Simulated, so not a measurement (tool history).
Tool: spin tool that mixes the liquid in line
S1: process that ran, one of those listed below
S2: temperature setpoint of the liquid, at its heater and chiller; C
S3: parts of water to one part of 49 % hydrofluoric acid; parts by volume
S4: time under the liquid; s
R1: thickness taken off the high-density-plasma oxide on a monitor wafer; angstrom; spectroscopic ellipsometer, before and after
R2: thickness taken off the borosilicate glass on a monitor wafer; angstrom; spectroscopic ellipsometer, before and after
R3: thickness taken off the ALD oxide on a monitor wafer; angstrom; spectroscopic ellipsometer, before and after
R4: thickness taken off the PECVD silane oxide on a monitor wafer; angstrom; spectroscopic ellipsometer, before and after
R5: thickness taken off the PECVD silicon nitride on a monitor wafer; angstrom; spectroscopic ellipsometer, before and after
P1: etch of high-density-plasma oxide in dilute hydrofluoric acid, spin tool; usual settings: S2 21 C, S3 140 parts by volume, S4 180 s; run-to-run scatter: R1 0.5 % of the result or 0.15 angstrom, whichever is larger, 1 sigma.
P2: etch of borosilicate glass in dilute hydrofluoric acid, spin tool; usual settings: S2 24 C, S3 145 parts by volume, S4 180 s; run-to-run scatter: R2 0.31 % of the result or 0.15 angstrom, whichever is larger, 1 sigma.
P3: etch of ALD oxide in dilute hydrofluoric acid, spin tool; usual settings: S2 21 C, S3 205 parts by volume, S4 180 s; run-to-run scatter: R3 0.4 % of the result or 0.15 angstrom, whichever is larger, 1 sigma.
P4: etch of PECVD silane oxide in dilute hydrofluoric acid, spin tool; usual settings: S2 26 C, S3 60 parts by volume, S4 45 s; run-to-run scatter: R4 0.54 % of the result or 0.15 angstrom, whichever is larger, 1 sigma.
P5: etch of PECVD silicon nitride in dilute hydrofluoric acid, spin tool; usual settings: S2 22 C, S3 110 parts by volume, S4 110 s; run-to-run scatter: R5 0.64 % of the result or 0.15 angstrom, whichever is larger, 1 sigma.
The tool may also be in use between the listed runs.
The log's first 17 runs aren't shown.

run   hour  S1  S2   S3   S4      R1      R2      R3  R4      R5
 18  240.1  P1  17  140  180  61.795
 19  256.9  P1  17   75  180  122.92
 20  275.1  P5  22  110   50                              22.177
 21  284.5  P1  21  140  180  72.116
 22  294.6  P1  21  140  180  72.797
 23  309.5  P5  22  110  110                              48.864
 24  318.3  P2  24   30  180          1861.7
 25  334.4  P3  21  205  180                  115.79
 26    346  P5  18  110  110                              37.323
 27  355.9  P1  21  255  180  35.541
 28  364.7  P1  21  140   80  31.882

Run 29 comes next. What will it give?
 29  381.5  P3  21  120  180           ?

R3: 215.63 angstrom

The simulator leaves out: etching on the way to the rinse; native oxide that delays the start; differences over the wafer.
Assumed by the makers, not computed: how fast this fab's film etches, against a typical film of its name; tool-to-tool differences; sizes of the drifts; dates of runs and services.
